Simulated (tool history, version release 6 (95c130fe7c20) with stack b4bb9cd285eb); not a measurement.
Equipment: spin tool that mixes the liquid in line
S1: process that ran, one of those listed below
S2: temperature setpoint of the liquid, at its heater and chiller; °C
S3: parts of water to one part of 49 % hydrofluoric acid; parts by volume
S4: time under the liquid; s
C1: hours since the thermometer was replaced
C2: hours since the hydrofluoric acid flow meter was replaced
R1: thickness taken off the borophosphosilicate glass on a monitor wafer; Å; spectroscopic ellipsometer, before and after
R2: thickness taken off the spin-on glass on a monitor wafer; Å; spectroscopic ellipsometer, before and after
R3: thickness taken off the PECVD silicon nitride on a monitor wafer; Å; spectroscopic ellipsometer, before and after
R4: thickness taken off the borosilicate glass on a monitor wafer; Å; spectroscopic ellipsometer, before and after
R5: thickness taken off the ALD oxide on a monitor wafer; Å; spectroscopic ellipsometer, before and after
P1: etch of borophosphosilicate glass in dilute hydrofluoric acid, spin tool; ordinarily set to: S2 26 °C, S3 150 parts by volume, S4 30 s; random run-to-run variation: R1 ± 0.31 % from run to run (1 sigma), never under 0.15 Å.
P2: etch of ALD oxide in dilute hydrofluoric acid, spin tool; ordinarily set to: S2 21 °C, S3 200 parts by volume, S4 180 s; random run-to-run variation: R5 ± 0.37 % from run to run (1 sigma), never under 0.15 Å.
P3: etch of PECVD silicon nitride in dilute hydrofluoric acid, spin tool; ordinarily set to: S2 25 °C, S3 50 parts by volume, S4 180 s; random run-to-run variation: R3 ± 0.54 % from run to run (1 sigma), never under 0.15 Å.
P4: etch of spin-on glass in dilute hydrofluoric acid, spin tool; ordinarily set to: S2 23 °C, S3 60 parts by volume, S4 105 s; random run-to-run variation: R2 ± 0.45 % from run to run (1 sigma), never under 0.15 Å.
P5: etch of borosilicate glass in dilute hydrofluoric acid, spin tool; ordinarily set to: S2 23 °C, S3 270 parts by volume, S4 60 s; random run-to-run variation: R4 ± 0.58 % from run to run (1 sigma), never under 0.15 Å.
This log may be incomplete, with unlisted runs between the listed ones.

run   hour  S1    S2   S3   S4     C1     C2      R1      R2      R3      R4      R5
  1    7.2  P1    26  150   30  562.9  691.8   144.7
  2   15.6  P1    26  245   30  571.3  700.2  79.768
  3   21.8  P1    34  150   30  577.5  706.4  192.28
  4   28.4  P1    26  150   30  584.1    713  144.07
  5   36.3  P4    23  105  105    592  720.9          238.87
  6   43.4  P1    21  150   30  599.1    728  118.81
  7   49.7  P3    25   30  180  605.4  734.3                  296.17
  8   55.8  P1    26  150   30  611.5  740.4  144.77
      56.7  -- hydrofluoric acid flow meter replaced
  9   61.2  P5    30  270   60  616.9    4.5                          69.883
 10   67.3  P2    21  200  180    623   10.6                                  98.821
 11   73.6  P5    23  270   60  629.3   16.9                          55.164
 12   80.6  P1    32  150   15  636.3   23.9  90.121
 13   86.7  P2    21  200   80  642.4     30                                  44.558
 14   92.4  P2    21  200  180  648.1   35.7                                  99.095
 15  100.3  P3    25   50  180    656   43.6                  177.12
 16  104.4  P4    17   60  105  660.1   47.7          342.13
 17  112.6  P3  19.5   50  180  668.3   55.9                  122.21
 18  121.7  P1    26  150   65  677.4     65  314.34
 19  126.7  P1    26  150   30  682.4     70   145.3
 20  134.9  P3    25   50  350  690.6   78.2                   344.5
     137.5  -- thermometer replaced
 21  144.1  P1    26  150   15    6.6   87.4  72.592
 22  152.2  P5    23  270   15   14.7   95.5                          13.733
 23  156.4  P4    23   60  105   18.9   99.7          438.43
 24  164.2  P2    21  315  180   26.7  107.5                                  56.479
 25  173.4  P5    23   50   60   35.9  116.7                          380.97
 26  180.3  P4    23   60   30   42.8  123.6          125.24
 27  187.2  P1    26   50   30   49.7  130.5  491.65
 28  193.7  P2    17  200  180   56.2    137                                  84.954
 29  199.8  P1    26  150   30   62.3  143.1  145.05

Run 30 comes next. What will it give?
 30  204.2  P1  26  150  30  66.7  147.5   ?

R1: 148.16 Å

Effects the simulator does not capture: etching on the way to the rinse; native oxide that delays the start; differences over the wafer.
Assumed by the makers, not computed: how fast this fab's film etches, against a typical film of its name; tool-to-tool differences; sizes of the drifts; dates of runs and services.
